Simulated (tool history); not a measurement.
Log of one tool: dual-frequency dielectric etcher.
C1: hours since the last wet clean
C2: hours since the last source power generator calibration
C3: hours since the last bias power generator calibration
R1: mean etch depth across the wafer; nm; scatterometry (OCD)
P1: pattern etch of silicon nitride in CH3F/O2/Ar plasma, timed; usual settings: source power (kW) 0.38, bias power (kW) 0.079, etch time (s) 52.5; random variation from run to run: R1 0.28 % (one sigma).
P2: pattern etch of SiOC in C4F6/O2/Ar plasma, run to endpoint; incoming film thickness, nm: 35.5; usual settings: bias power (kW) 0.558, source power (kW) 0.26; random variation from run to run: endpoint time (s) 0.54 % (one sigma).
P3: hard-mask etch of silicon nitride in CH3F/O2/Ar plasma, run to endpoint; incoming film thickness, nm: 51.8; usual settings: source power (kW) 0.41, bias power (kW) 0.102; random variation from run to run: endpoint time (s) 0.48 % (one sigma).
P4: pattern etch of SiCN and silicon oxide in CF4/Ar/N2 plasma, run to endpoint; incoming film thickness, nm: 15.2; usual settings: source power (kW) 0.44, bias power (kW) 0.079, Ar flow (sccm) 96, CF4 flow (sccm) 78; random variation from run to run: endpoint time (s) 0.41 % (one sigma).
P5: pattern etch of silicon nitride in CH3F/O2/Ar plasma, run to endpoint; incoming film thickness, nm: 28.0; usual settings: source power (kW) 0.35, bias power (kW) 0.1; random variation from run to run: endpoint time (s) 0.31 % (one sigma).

Run 1, hour 6.5: process that ran P1, source power (kW) 0.38, bias power (kW) 0.079, etch time (s) 52.5; C1 378.1; C2 1657; C3 1369.2. Result: R1 38.423 nm.
Run 2, hour 15.1: process that ran P1, source power (kW) 0.38, bias power (kW) 0.079, etch time (s) 77; C1 386.7; C2 1665.6; C3 1377.8. Result: R1 56.028 nm.
Run 3, hour 22.6: process that ran P5, source power (kW) 0.35, bias power (kW) 0.1; C1 394.2; C2 1673.1; C3 1385.3. Result: endpoint time (s) 37.904.
Run 4, hour 31.5: process that ran P2, source power (kW) 0.26, bias power (kW) 0.558; C1 403.1; C2 1682; C3 1394.2. Result: endpoint time (s) 13.448.
Run 5, hour 38.7: process that ran P1, source power (kW) 0.38, bias power (kW) 0.079, etch time (s) 52.5; C1 410.3; C2 1689.2; C3 1401.4. Result: R1 38.425 nm.
Run 6, hour 46.7: process that ran P1, source power (kW) 0.38, bias power (kW) 0.046, etch time (s) 52.5; C1 418.3; C2 1697.2; C3 1409.4. Result: R1 32.115 nm.
Run 7, hour 53.6: process that ran P1, source power (kW) 0.54, bias power (kW) 0.079, etch time (s) 52.5; C1 425.2; C2 1704.1; C3 1416.3. Result: R1 43.797 nm.
Run 8, hour 63.6: process that ran P1, source power (kW) 0.38, bias power (kW) 0.079, etch time (s) 52.5; C1 435.2; C2 1714.1; C3 1426.3. Result: R1 38.612 nm.
Run 9, hour 73.8: process that ran P3, source power (kW) 0.41, bias power (kW) 0.102; C1 445.4; C2 1724.3; C3 1436.5. Result: endpoint time (s) 66.335.
Run 10, hour 80.3: process that ran P2, source power (kW) 0.26, bias power (kW) 0.558; C1 451.9; C2 1730.8; C3 1443. Result: endpoint time (s) 13.444.
Run 11, hour 91: process that ran P1, source power (kW) 0.38, bias power (kW) 0.079, etch time (s) 52.5; C1 462.6; C2 1741.5; C3 1453.7. Result: R1 38.419 nm.
Run 12, hour 96: process that ran P2, source power (kW) 0.26, bias power (kW) 0.712; C1 467.6; C2 1746.5; C3 1458.7. Result: endpoint time (s) 12.011.
Run 13, hour 101.7: process that ran P5, source power (kW) 0.28, bias power (kW) 0.1; C1 473.3; C2 1752.2; C3 1464.4. Result: endpoint time (s) 40.947.
Run 14, hour 109.2: process that ran P4, source power (kW) 0.59, bias power (kW) 0.079, Ar flow (sccm) 96, CF4 flow (sccm) 78; C1 480.8; C2 1759.7; C3 1471.9. Result: endpoint time (s) 13.923.
Run 15, hour 116.7: process that ran P1, source power (kW) 0.38, bias power (kW) 0.079, etch time (s) 39; C1 488.3; C2 1767.2; C3 1479.4. Result: R1 28.583 nm.
Run 16, hour 123.4: process that ran P1, source power (kW) 0.24, bias power (kW) 0.102, etch time (s) 52.5; C1 495; C2 1773.9; C3 1486.1. Result: R1 35.443 nm.
Run 17, hour 128.6: process that ran P5, source power (kW) 0.35, bias power (kW) 0.13; C1 500.2; C2 1779.1; C3 1491.3. Result: endpoint time (s) 34.272.
Run 18, hour 138.5: process that ran P2, source power (kW) 0.18, bias power (kW) 0.558; C1 510.1; C2 1789; C3 1501.2. Result: endpoint time (s) 15.156.
Run 19, hour 144.1: process that ran P1, source power (kW) 0.38, bias power (kW) 0.101, etch time (s) 52.5; C1 515.7; C2 1794.6; C3 1506.8. Result: R1 41.928 nm.
Run 20, hour 152: process that ran P1, source power (kW) 0.38, bias power (kW) 0.079, etch time (s) 52.5; C1 523.6; C2 1802.5; C3 1514.7. Result: R1 38.35 nm.
Run 21, hour 161: process that ran P3, source power (kW) 0.32, bias power (kW) 0.102; C1 532.6; C2 1811.5; C3 1523.7. Result: endpoint time (s) 72.481.
Run 22, hour 171.7: process that ran P4, source power (kW) 0.44, bias power (kW) 0.058, Ar flow (sccm) 96, CF4 flow (sccm) 78; C1 543.3; C2 1822.2; C3 1534.4. Result: endpoint time (s) 19.884.
Run 23, hour 176.8: process that ran P4, source power (kW) 0.44, bias power (kW) 0.079, Ar flow (sccm) 96, CF4 flow (sccm) 59; C1 548.4; C2 1827.3; C3 1539.5. Result: endpoint time (s) 18.772.
Run 24, hour 182.2: process that ran P1, source power (kW) 0.38, bias power (kW) 0.079, etch time (s) 52.5; C1 553.8; C2 1832.7; C3 1544.9. Result: R1 38.421 nm.
Run 25, hour 187.9: process that ran P1, source power (kW) 0.3, bias power (kW) 0.079, etch time (s) 52.5; C1 559.5; C2 1838.4; C3 1550.6. Result: R1 35.08 nm.
Run 26, hour 198.1: process that ran P5, source power (kW) 0.35, bias power (kW) 0.1; C1 569.7; C2 1848.6; C3 1560.8. Result: endpoint time (s) 37.906.
Run 27, hour 204.8: process that ran P3, source power (kW) 0.41, bias power (kW) 0.144; C1 576.4; C2 1855.3; C3 1567.5. Result: endpoint time (s) 57.661.
Run 28, hour 210.6: process that ran P4, source power (kW) 0.44, bias power (kW) 0.079, Ar flow (sccm) 96, CF4 flow (sccm) 78; C1 582.2; C2 1861.1; C3 1573.3. Result: endpoint time (s) 18.036.
Run 29, hour 218.6: process that ran P4, source power (kW) 0.44, bias power (kW) 0.079, Ar flow (sccm) 124, CF4 flow (sccm) 78; C1 590.2; C2 1869.1; C3 1581.3. Result: endpoint time (s) 18.636.
Run 30, hour 228.4: process that ran P1, source power (kW) 0.38, bias power (kW) 0.079, etch time (s) 52.5; C1 600; C2 1878.9; C3 1591.1. Result: R1 38.396 nm.
Run 31, hour 237.6: process that ran P1, source power (kW) 0.38, bias power (kW) 0.079, etch time (s) 52.5; C1 609.2; C2 1888.1; C3 1600.3. Result: R1 38.089 nm.
Run 32, hour 244.8: process that ran P1, source power (kW) 0.38, bias power (kW) 0.079, etch time (s) 52.5; C1 616.4; C2 1895.3; C3 1607.5. Result: R1 37.945 nm.
Run 33, hour 251.4: process that ran P1, source power (kW) 0.38, bias power (kW) 0.079, etch time (s) 52.5; C1 623; C2 1901.9; C3 1614.1. Result: R1 38.126 nm.
Run 34, hour 258: process that ran P1, source power (kW) 0.38, bias power (kW) 0.079, etch time (s) 52.5; C1 629.6; C2 1908.5; C3 1620.7. Result: R1 37.819 nm.
Run 35, hour 263.5: process that ran P1, source power (kW) 0.38, bias power (kW) 0.079, etch time (s) 52.5; C1 635.1; C2 1914; C3 1626.2. Result: R1 37.913 nm.
At hour 265.5: wet clean of the chamber.
Run 36, hour 274: process that ran P1, source power (kW) 0.38, bias power (kW) 0.079, etch time (s) 52.5; C1 8.5; C2 1924.5; C3 1636.7. Result: R1 37.852 nm.
Run 37, hour 283.7: process that ran P1, source power (kW) 0.38, bias power (kW) 0.079, etch time (s) 52.5; C1 18.2; C2 1934.2; C3 1646.4. Result: R1 37.889 nm.
Run 38, hour 288.5: process that ran P1, source power (kW) 0.38, bias power (kW) 0.079, etch time (s) 52.5; C1 23; C2 1939; C3 1651.2. Result: R1 37.822 nm.

What P1 gives has crept away from where it was. These 2 causes fit the log equally well, each at the size given:
A: bias power that arrives under what is set, % = 3.91
B: source power that arrives under what is set, % = 3.64
The creep began at about hour 228.4.
Why every other cause is out:
chamber walls in a state that lowers the etch rate, %: serviced at hour 265.5, which brought nothing back

4 check runs are offered, each on 3 wafers whose results are averaged, their results left as question marks. Which one tells the causes apart?
Run check 1, hour 293.3: process that ran P2, source power (kW) 0.22, bias power (kW) 0.667. Result: endpoint time (s) ?.
Run check 2, hour 293.3: process that ran P4, source power (kW) 0.55, bias power (kW) 0.065, Ar flow (sccm) 96, CF4 flow (sccm) 78. Result: endpoint time (s) ?.
Run check 3, hour 293.3: process that ran P5, source power (kW) 0.3, bias power (kW) 0.118. Result: endpoint time (s) ?.
Run check 4, hour 293.3: process that ran P3, source power (kW) 0.41, bias power (kW) 0.141. Result: endpoint time (s) ?.

What each check would give under each cause:
  check             result    if A    if B
check 1  endpoint time (s)  13.475  13.442
check 2  endpoint time (s)  15.919  16.246
check 3  endpoint time (s)  38.247  38.183
check 4  endpoint time (s)  59.643  59.531
How far apart the two closest causes lie, in the result that separates them most: check 1 0.24 %; check 2 2.04 %; check 3 0.17 %; check 4 0.19 %
Check 2 tells the causes apart: in the others they would give nearly the same result.

Then check 2 was run and gave: endpoint time (s) 16.298. Which cause is it?

It is B: source power that arrives under what is set, %.
